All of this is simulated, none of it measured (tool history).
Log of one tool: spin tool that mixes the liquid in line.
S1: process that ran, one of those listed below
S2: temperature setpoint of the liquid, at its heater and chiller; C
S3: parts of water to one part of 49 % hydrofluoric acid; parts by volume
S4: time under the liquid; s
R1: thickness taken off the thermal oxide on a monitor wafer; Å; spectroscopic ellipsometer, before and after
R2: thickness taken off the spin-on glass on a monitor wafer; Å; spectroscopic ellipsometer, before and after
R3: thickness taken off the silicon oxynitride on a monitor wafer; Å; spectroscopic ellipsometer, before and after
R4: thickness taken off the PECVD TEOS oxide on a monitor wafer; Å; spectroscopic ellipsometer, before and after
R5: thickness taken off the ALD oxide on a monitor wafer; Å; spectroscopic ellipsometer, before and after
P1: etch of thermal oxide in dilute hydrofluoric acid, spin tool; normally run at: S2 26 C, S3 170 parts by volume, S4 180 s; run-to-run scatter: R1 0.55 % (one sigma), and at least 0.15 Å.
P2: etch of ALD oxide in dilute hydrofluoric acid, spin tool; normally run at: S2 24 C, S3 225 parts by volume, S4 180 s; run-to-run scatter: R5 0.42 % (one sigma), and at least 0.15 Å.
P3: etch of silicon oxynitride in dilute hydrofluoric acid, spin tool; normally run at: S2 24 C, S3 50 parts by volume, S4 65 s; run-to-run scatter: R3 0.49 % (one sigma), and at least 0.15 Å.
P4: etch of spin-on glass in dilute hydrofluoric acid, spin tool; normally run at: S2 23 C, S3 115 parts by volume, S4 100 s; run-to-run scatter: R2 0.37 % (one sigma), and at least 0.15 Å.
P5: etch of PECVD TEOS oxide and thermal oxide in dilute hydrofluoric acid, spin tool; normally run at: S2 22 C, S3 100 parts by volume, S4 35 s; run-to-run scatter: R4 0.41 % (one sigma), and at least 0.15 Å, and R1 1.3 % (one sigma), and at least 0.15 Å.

Run 1, hour 10.9: S1 P1, S2 26 C, S3 170 parts by volume, S4 180 s. Result: R1 50.35 Å.
Run 2, hour 17.4: S1 P1, S2 26 C, S3 170 parts by volume, S4 325 s. Result: R1 90.159 Å.
Run 3, hour 23.4: S1 P4, S2 28 C, S3 115 parts by volume, S4 100 s. Result: R2 436.29 Å.
Run 4, hour 33.9: S1 P1, S2 26 C, S3 170 parts by volume, S4 180 s. Result: R1 50.122 Å.
Run 5, hour 42.2: S1 P3, S2 24 C, S3 50 parts by volume, S4 65 s. Result: R3 61.101 Å.
Run 6, hour 51.7: S1 P5, S2 17 C, S3 100 parts by volume, S4 35 s. Result: R1 11.993 Å, R4 39.385 Å.
Run 7, hour 58.5: S1 P3, S2 24 C, S3 50 parts by volume, S4 65 s. Result: R3 61.215 Å.
Run 8, hour 69.5: S1 P2, S2 24 C, S3 225 parts by volume, S4 180 s. Result: R5 226.61 Å.
Run 9, hour 82.6: S1 P1, S2 26 C, S3 170 parts by volume, S4 75 s. Result: R1 20.885 Å.
Run 10, hour 95.9: S1 P1, S2 22 C, S3 170 parts by volume, S4 180 s. Result: R1 43.183 Å.
Run 11, hour 102.6: S1 P5, S2 22 C, S3 100 parts by volume, S4 35 s. Result: R1 14.709 Å, R4 48.658 Å.
Run 12, hour 109.3: S1 P1, S2 26 C, S3 170 parts by volume, S4 180 s. Result: R1 50.037 Å.
Run 13, hour 115.3: S1 P5, S2 22 C, S3 100 parts by volume, S4 15 s. Result: R1 6.3335 Å, R4 20.767 Å.
Run 14, hour 128.3: S1 P2, S2 24 C, S3 225 parts by volume, S4 180 s. Result: R5 225.03 Å.
Run 15, hour 136.8: S1 P1, S2 26 C, S3 170 parts by volume, S4 180 s. Result: R1 50.117 Å.
Run 16, hour 146.7: S1 P3, S2 24 C, S3 50 parts by volume, S4 100 s. Result: R3 94.117 Å.
Run 17, hour 155.7: S1 P1, S2 26 C, S3 60 parts by volume, S4 180 s. Result: R1 162.88 Å.
Run 18, hour 168.9: S1 P1, S2 30 C, S3 305 parts by volume, S4 180 s. Result: R1 27.791 Å.
Run 19, hour 176.1: S1 P5, S2 22 C, S3 180 parts by volume, S4 35 s. Result: R1 7.5246 Å, R4 24.796 Å.
Run 20, hour 183.7: S1 P1, S2 26 C, S3 170 parts by volume, S4 180 s. Result: R1 50.548 Å.
Run 21, hour 192: S1 P1, S2 22 C, S3 170 parts by volume, S4 325 s. Result: R1 78.672 Å.
Run 22, hour 205.8: S1 P2, S2 32 C, S3 225 parts by volume, S4 180 s. Result: R5 295.82 Å.
Run 23, hour 214.5: S1 P1, S2 33 C, S3 170 parts by volume, S4 180 s. Result: R1 65.086 Å.
Run 24, hour 220.4: S1 P2, S2 24 C, S3 75 parts by volume, S4 180 s. Result: R5 799.57 Å.
Run 25, hour 230.7: S1 P4, S2 23 C, S3 115 parts by volume, S4 100 s. Result: R2 356.43 Å.
Run 26, hour 242.3: S1 P3, S2 24 C, S3 85 parts by volume, S4 65 s. Result: R3 34.396 Å.
Run 27, hour 248.7: S1 P1, S2 26 C, S3 170 parts by volume, S4 180 s. Result: R1 49.777 Å.
Run 28, hour 258.9: S1 P1, S2 26 C, S3 170 parts by volume, S4 180 s. Result: R1 50.794 Å.
Run 29, hour 265.4: S1 P1, S2 19.5 C, S3 270 parts by volume, S4 180 s. Result: R1 22.738 Å.
Run 30, hour 275.4: S1 P5, S2 22 C, S3 100 parts by volume, S4 35 s. Result: R1 14.693 Å, R4 48.461 Å.
Run 31, hour 286.2: S1 P2, S2 24 C, S3 225 parts by volume, S4 25 s. Result: R5 31.503 Å.
Run 32, hour 299.1: S1 P4, S2 23 C, S3 115 parts by volume, S4 160 s. Result: R2 569.9 Å.
Run 33, hour 310.2: S1 P4, S2 23 C, S3 195 parts by volume, S4 100 s. Result: R2 193.85 Å.
Run 34, hour 318.2: S1 P4, S2 23 C, S3 115 parts by volume, S4 100 s. Result: R2 357.11 Å.
Run 35, hour 327.6: S1 P1, S2 26 C, S3 295 parts by volume, S4 180 s. Result: R1 25.635 Å.
Run 36, hour 340.5: S1 P3, S2 28.5 C, S3 50 parts by volume, S4 65 s. Result: R3 75.133 Å.
Run 37, hour 352.9: S1 P1, S2 26 C, S3 170 parts by volume, S4 180 s. Result: R1 50.649 Å.
Run 38, hour 366.3: S1 P1, S2 26 C, S3 170 parts by volume, S4 180 s. Result: R1 47.907 Å.
Run 39, hour 375.4: S1 P1, S2 26 C, S3 170 parts by volume, S4 180 s. Result: R1 47.341 Å.
Run 40, hour 382.6: S1 P1, S2 26 C, S3 170 parts by volume, S4 180 s. Result: R1 46.769 Å.
Run 41, hour 390.7: S1 P1, S2 26 C, S3 170 parts by volume, S4 180 s. Result: R1 46.589 Å.
Run 42, hour 397.2: S1 P1, S2 26 C, S3 170 parts by volume, S4 180 s. Result: R1 46.945 Å.
Run 43, hour 405.1: S1 P1, S2 26 C, S3 170 parts by volume, S4 180 s. Result: R1 46.038 Å.
Run 44, hour 415.3: S1 P1, S2 26 C, S3 170 parts by volume, S4 180 s. Result: R1 46.131 Å.
Run 45, hour 421.3: S1 P1, S2 26 C, S3 170 parts by volume, S4 180 s. Result: R1 46.178 Å.
Run 46, hour 427.3: S1 P1, S2 26 C, S3 170 parts by volume, S4 180 s. Result: R1 46.099 Å.

What P1 gives has crept away from where it was. These 2 causes fit the log equally well, each at the size given:
A: liquid colder than its thermometer reads (K) = 2.35
B: hydrofluoric acid flow below the setpoint (%) = 7.03
The creep began at about hour 352.9.

4 check runs are offered, each on 2 wafers whose results are averaged, their results left as question marks. Which one tells the causes apart?
Run check 1, hour 433.3: S1 P4, S2 23 C, S3 160 parts by volume, S4 140 s. Result: R2 ?.
Run check 2, hour 433.3: S1 P5, S2 22 C, S3 165 parts by volume, S4 35 s. Result: R1 ?, R4 ?.
Run check 3, hour 433.3: S1 P3, S2 24 C, S3 80 parts by volume, S4 65 s. Result: R3 ?.
Run check 4, hour 433.3: S1 P2, S2 31 C, S3 85 parts by volume, S4 180 s. Result: R5 ?.

What each check would give under each cause:
  check  result    if A    if B
check 1      R2  311.85  313.44
check 2      R1  7.6011  7.6446
check 2      R4  25.031  25.175
check 3      R3  33.026   34.22
check 4      R5  842.31  848.23
How far apart the two closest causes lie, in the result that separates them most: check 1 0.51 %; check 2 0.57 %; check 3 3.55 %; check 4 0.7 %
Check 3 tells the causes apart: in the others they would give nearly the same result.

Check 3 was then run and gave: R3 34.307 Å. Which cause is it?

It is B: hydrofluoric acid flow below the setpoint (%).
